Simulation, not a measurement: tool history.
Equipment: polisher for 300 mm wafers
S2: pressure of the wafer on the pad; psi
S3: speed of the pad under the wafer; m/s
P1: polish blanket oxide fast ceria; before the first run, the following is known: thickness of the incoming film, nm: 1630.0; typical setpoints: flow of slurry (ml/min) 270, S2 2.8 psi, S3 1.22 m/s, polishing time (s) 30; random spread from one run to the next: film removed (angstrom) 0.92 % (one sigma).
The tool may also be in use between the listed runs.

{"run": 1, "hour": 6.8, "flow of slurry (ml/min)": 270, "S2": 2.8, "S3": 1.22, "polishing time (s)": 30, "film removed (angstrom)": 6709.9}
{"run": 2, "hour": 12.9, "flow of slurry (ml/min)": 270, "S2": 2.8, "S3": 1.22, "polishing time (s)": 30, "film removed (angstrom)": 6671.2}
{"run": 3, "hour": 19.9, "flow of slurry (ml/min)": 270, "S2": 2.8, "S3": 0.76, "polishing time (s)": 30, "film removed (angstrom)": 4198.5}
{"run": 4, "hour": 25.0, "flow of slurry (ml/min)": 270, "S2": 4.4, "S3": 1.22, "polishing time (s)": 30, "film removed (angstrom)": 10633}
{"run": 5, "hour": 29.1, "flow of slurry (ml/min)": 160, "S2": 2.8, "S3": 1.22, "polishing time (s)": 30, "film removed (angstrom)": 6241.1}
{"run": 6, "hour": 35.4, "flow of slurry (ml/min)": 270, "S2": 2.8, "S3": 1.22, "polishing time (s)": 30, "film removed (angstrom)": 6805.2}
{"run": 7, "hour": 41.8, "flow of slurry (ml/min)": 270, "S2": 2.8, "S3": 1.22, "polishing time (s)": 45, "film removed (angstrom)": 10103}
{"run": 8, "hour": 46.8, "flow of slurry (ml/min)": 270, "S2": 2.8, "S3": 1.22, "polishing time (s)": 30, "film removed (angstrom)": 6680.4}
{"run": 9, "hour": 52.3, "flow of slurry (ml/min)": 270, "S2": 2.8, "S3": 1.84, "polishing time (s)": 30, "film removed (angstrom)": 10106}
{"run": 10, "hour": 58.5, "flow of slurry (ml/min)": 270, "S2": 2.8, "S3": 0.82, "polishing time (s)": 43, "film removed (angstrom)": 6524}
{"run": 11, "hour": 66.7, "flow of slurry (ml/min)": 270, "S2": 2.8, "S3": 1.22, "polishing time (s)": 19, "film removed (angstrom)": 4285.3}
{"run": 12, "hour": 71.6, "flow of slurry (ml/min)": 160, "S2": 3.9, "S3": 1.22, "polishing time (s)": 30, "film removed (angstrom)": 8676.4}
{"run": 13, "hour": 77.4, "flow of slurry (ml/min)": 360, "S2": 2.8, "S3": 1.74, "polishing time (s)": 30, "film removed (angstrom)": 9886.4}
{"run": 14, "hour": 83.7, "flow of slurry (ml/min)": 270, "S2": 1.7, "S3": 1.22, "polishing time (s)": 30, "film removed (angstrom)": 4060}
{"run": 15, "hour": 89.9, "flow of slurry (ml/min)": 270, "S2": 2.8, "S3": 1.22, "polishing time (s)": 30, "film removed (angstrom)": 6667.4}
{"run": 16, "hour": 97.1, "flow of slurry (ml/min)": 425, "S2": 2.8, "S3": 1.22, "polishing time (s)": 30, "film removed (angstrom)": 6992.5}
{"run": 17, "hour": 105.5, "flow of slurry (ml/min)": 270, "S2": 2.8, "S3": 1.22, "polishing time (s)": 30, "film removed (angstrom)": 6699}
{"run": 18, "hour": 110.2, "flow of slurry (ml/min)": 270, "S2": 2.8, "S3": 1.22, "polishing time (s)": 30, "film removed (angstrom)": 6567.6}
{"run": 19, "hour": 115.4, "flow of slurry (ml/min)": 270, "S2": 2.8, "S3": 1.22, "polishing time (s)": 30, "film removed (angstrom)": 6460.9}
{"run": 20, "hour": 122.9, "flow of slurry (ml/min)": 270, "S2": 2.8, "S3": 1.22, "polishing time (s)": 30, "film removed (angstrom)": 6441.7}
{"run": 21, "hour": 128.0, "flow of slurry (ml/min)": 270, "S2": 2.8, "S3": 1.22, "polishing time (s)": 30, "film removed (angstrom)": 6509.4}
{"hour": 131.0, "done": "worn pad replaced by a new one"}
{"run": 22, "hour": 135.3, "flow of slurry (ml/min)": 270, "S2": 2.8, "S3": 1.22, "polishing time (s)": 30, "film removed (angstrom)": 6390.8}
{"run": 23, "hour": 139.7, "flow of slurry (ml/min)": 270, "S2": 2.8, "S3": 1.22, "polishing time (s)": 30, "film removed (angstrom)": 6420.6}
{"run": 24, "hour": 147.6, "flow of slurry (ml/min)": 270, "S2": 2.8, "S3": 1.22, "polishing time (s)": 30, "film removed (angstrom)": 6328.4}
{"run": 25, "hour": 152.2, "flow of slurry (ml/min)": 270, "S2": 2.8, "S3": 1.22, "polishing time (s)": 30, "film removed (angstrom)": 6344.7}
{"run": 26, "hour": 157.3, "flow of slurry (ml/min)": 270, "S2": 2.8, "S3": 1.22, "polishing time (s)": 30, "film removed (angstrom)": 6301.4}

Estimate the outcome of run 27 from the log above:
{"run": 27, "hour": 164.5, "flow of slurry (ml/min)": 270, "S2": 2.8, "S3": 1.22, "polishing time (s)": 30, "film removed (angstrom)": "?"}

{"run 27": {"film removed (angstrom)": 6255.5}}
